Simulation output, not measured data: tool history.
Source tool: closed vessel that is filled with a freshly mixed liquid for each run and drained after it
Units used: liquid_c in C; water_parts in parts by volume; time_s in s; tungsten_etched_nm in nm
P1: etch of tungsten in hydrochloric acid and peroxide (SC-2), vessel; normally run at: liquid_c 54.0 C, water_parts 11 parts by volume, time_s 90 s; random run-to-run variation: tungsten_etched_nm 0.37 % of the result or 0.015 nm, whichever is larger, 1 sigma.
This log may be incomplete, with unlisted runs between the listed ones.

run   hour  liquid_c  water_parts  time_s  tungsten_etched_nm
  1   18.3      54.0           11      90             25.1990
  2   31.3      70.0           11      90             68.6430
  3   40.5      54.0           11      35              9.9769
  4   51.8      54.0            4      90             55.2710
  5   61.7      54.0           11      90             25.3700
  6   71.6      54.0           11     175             49.6370
  7   88.6      54.0           11      90             25.5890
  8  105.1      37.5           11      90              8.2693
  9  118.3      44.5           11      50              7.5287
 10  131.1      54.0           17      90             17.4460
 11  144.8      61.5           11     145             66.2620
 12  155.5      54.0           11      90             25.4840
 13  172.6      54.0           11      90             25.5150
 14  182.7      54.0           11      90             24.7510
 15  200.3      54.0           11      90             24.3840
 16  209.0      54.0           11      90             24.1980
 17  221.5      54.0           11      90             23.9440
 18  232.9      54.0           11      90             23.7910

What does the tool deliver on the next run?
 19  241.3      54.0           11      90                   ?

tungsten_etched_nm: 23.8070 nm
